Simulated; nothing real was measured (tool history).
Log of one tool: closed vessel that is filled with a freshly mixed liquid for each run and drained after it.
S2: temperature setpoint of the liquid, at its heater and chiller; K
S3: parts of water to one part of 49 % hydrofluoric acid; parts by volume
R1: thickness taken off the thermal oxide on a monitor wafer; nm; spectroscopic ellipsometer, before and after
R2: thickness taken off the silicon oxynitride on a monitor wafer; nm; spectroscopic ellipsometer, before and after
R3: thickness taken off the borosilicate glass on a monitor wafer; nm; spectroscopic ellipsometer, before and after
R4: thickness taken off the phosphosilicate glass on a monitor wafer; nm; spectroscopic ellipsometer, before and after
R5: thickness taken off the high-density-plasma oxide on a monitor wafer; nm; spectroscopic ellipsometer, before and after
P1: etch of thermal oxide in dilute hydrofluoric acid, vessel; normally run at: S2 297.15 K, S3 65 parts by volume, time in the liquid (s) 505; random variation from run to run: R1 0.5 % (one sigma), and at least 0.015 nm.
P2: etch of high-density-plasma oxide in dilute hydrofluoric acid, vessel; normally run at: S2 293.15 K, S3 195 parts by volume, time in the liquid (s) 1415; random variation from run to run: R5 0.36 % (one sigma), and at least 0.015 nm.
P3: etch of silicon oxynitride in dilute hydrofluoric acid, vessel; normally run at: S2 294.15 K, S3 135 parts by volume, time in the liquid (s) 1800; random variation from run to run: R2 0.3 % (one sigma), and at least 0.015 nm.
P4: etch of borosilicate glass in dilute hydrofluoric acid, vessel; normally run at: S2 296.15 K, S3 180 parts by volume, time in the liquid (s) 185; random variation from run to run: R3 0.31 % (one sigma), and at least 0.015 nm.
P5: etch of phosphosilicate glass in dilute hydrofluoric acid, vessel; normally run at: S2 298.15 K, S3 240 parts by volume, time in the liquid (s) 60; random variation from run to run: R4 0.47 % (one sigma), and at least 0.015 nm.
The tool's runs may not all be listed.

run 1 hour=4.2 | process_that_ran=P1 S2=297.15 S3=65 time_in_the_liquid_(s)=505 | R1=37.0900
run 2 hour=7.3 | process_that_ran=P1 S2=297.15 S3=65 time_in_the_liquid_(s)=505 | R1=37.4190
run 3 hour=11.4 | process_that_ran=P1 S2=297.15 S3=20 time_in_the_liquid_(s)=505 | R1=129.4100
run 4 hour=15.5 | process_that_ran=P3 S2=294.15 S3=135 time_in_the_liquid_(s)=1800 | R2=44.722
run 5 hour=18.2 | process_that_ran=P4 S2=296.15 S3=180 time_in_the_liquid_(s)=185 | R3=31.773
run 6 hour=22.3 | process_that_ran=P5 S2=298.15 S3=240 time_in_the_liquid_(s)=60 | R4=30.762
run 7 hour=25.3 | process_that_ran=P1 S2=291.65 S3=65 time_in_the_liquid_(s)=810 | R1=47.3930
run 8 hour=28.8 | process_that_ran=P1 S2=300.65 S3=65 time_in_the_liquid_(s)=710 | R1=59.9370
run 9 hour=31.3 | process_that_ran=P1 S2=304.15 S3=65 time_in_the_liquid_(s)=505 | R1=49.1000
run 10 hour=34.8 | process_that_ran=P4 S2=296.15 S3=180 time_in_the_liquid_(s)=310 | R3=53.832
run 11 hour=37.8 | process_that_ran=P5 S2=290.15 S3=240 time_in_the_liquid_(s)=60 | R4=22.557
run 12 hour=41.3 | process_that_ran=P1 S2=297.15 S3=65 time_in_the_liquid_(s)=505 | R1=37.3200
run 13 hour=45.2 | process_that_ran=P1 S2=297.15 S3=110 time_in_the_liquid_(s)=505 | R1=20.8160
run 14 hour=47.8 | process_that_ran=P5 S2=298.15 S3=385 time_in_the_liquid_(s)=60 | R4=16.637
run 15 hour=49.8 | process_that_ran=P2 S2=293.15 S3=195 time_in_the_liquid_(s)=2595 | R5=66.650
run 16 hour=52.3 | process_that_ran=P4 S2=302.15 S3=180 time_in_the_liquid_(s)=185 | R3=39.866
run 17 hour=56.3 | process_that_ran=P2 S2=293.15 S3=195 time_in_the_liquid_(s)=1415 | R5=36.289
run 18 hour=59.4 | process_that_ran=P2 S2=293.15 S3=45 time_in_the_liquid_(s)=1415 | R5=183.890
run 19 hour=62.5 | process_that_ran=P5 S2=298.15 S3=240 time_in_the_liquid_(s)=30 | R4=15.290
run 20 hour=65.1 | process_that_ran=P3 S2=294.15 S3=135 time_in_the_liquid_(s)=485 | R2=12.126
run 21 hour=68.9 | process_that_ran=P3 S2=294.15 S3=215 time_in_the_liquid_(s)=1800 | R2=26.643
run 22 hour=72.0 | process_that_ran=P1 S2=297.15 S3=65 time_in_the_liquid_(s)=70 | R1=5.1573
run 23 hour=74.4 | process_that_ran=P1 S2=297.15 S3=65 time_in_the_liquid_(s)=505 | R1=37.4050
run 24 hour=76.3 | process_that_ran=P4 S2=296.15 S3=35 time_in_the_liquid_(s)=185 | R3=194.670
run 25 hour=80.2 | process_that_ran=P1 S2=297.15 S3=65 time_in_the_liquid_(s)=990 | R1=72.9960
run 26 hour=82.4 | process_that_ran=P1 S2=297.15 S3=65 time_in_the_liquid_(s)=505 | R1=37.0590
run 27 hour=85.6 | process_that_ran=P1 S2=292.65 S3=65 time_in_the_liquid_(s)=505 | R1=30.8960
run 28 hour=87.8 | process_that_ran=P3 S2=300.65 S3=135 time_in_the_liquid_(s)=1800 | R2=60.370
run 29 hour=90.4 | process_that_ran=P2 S2=290.15 S3=195 time_in_the_liquid_(s)=1415 | R5=32.085
run 30 hour=93.8 | process_that_ran=P4 S2=296.15 S3=180 time_in_the_liquid_(s)=185 | R3=32.005
run 31 hour=96.9 | process_that_ran=P1 S2=297.15 S3=65 time_in_the_liquid_(s)=505 | R1=37.0730
run 32 hour=100.0 | process_that_ran=P1 S2=297.15 S3=65 time_in_the_liquid_(s)=505 | R1=37.8800
run 33 hour=101.8 | process_that_ran=P1 S2=297.15 S3=65 time_in_the_liquid_(s)=505 | R1=38.2010
run 34 hour=105.4 | process_that_ran=P1 S2=297.15 S3=65 time_in_the_liquid_(s)=505 | R1=39.4510
run 35 hour=107.7 | process_that_ran=P1 S2=297.15 S3=65 time_in_the_liquid_(s)=505 | R1=39.4640
run 36 hour=110.9 | process_that_ran=P1 S2=297.15 S3=65 time_in_the_liquid_(s)=505 | R1=39.7120
run 37 hour=113.6 | process_that_ran=P1 S2=297.15 S3=65 time_in_the_liquid_(s)=505 | R1=40.0850
run 38 hour=116.0 | process_that_ran=P1 S2=297.15 S3=65 time_in_the_liquid_(s)=505 | R1=40.1220
run 39 hour=118.3 | process_that_ran=P1 S2=297.15 S3=65 time_in_the_liquid_(s)=505 | R1=40.0990
run 40 hour=120.2 | process_that_ran=P1 S2=297.15 S3=65 time_in_the_liquid_(s)=505 | R1=39.8800
run 41 hour=123.0 | process_that_ran=P1 S2=297.15 S3=65 time_in_the_liquid_(s)=505 | R1=40.2420
run 42 hour=125.8 | process_that_ran=P1 S2=297.15 S3=65 time_in_the_liquid_(s)=505 | R1=40.3710
run 43 hour=129.1 | process_that_ran=P1 S2=297.15 S3=65 time_in_the_liquid_(s)=505 | R1=40.3180

What P1 gives has crept away from where it was. These 2 causes fit the log equally well, each at the size given:
A: liquid hotter than its thermometer reads (K) = 1.92
B: hydrofluoric acid flow above the setpoint (%) = 7.39
The creep began at about hour 100.0.

4 check runs are offered, each on 2 wafers whose results are averaged, their results left as question marks. Which one tells the causes apart?
run check 1 hour=132.4 | process_that_ran=P2 S2=290.15 S3=65 time_in_the_liquid_(s)=1415 | R5=?
run check 2 hour=132.4 | process_that_ran=P4 S2=296.15 S3=40 time_in_the_liquid_(s)=185 | R3=?
run check 3 hour=132.4 | process_that_ran=P5 S2=298.15 S3=375 time_in_the_liquid_(s)=60 | R4=?
run check 4 hour=132.4 | process_that_ran=P3 S2=299.15 S3=195 time_in_the_liquid_(s)=1800 | R2=?

What each check would give under each cause:
check=check_1 result=R5 if_A=119.360 if_B=118.650
check=check_2 result=R3 if_A=183.650 if_B=182.760
check=check_3 result=R4 if_A=18.281 if_B=18.901
check=check_4 result=R2 if_A=40.505 if_B=40.459
How far apart the two closest causes lie, in the result that separates them most: check 1 0.59 %; check 2 0.49 %; check 3 3.33 %; check 4 0.11 %
Only check 3 tells the causes apart: in the others they would give nearly the same result.

Check 3 was then run and gave: R4 18.981 nm. Which cause is it?

It is B: hydrofluoric acid flow above the setpoint (%).

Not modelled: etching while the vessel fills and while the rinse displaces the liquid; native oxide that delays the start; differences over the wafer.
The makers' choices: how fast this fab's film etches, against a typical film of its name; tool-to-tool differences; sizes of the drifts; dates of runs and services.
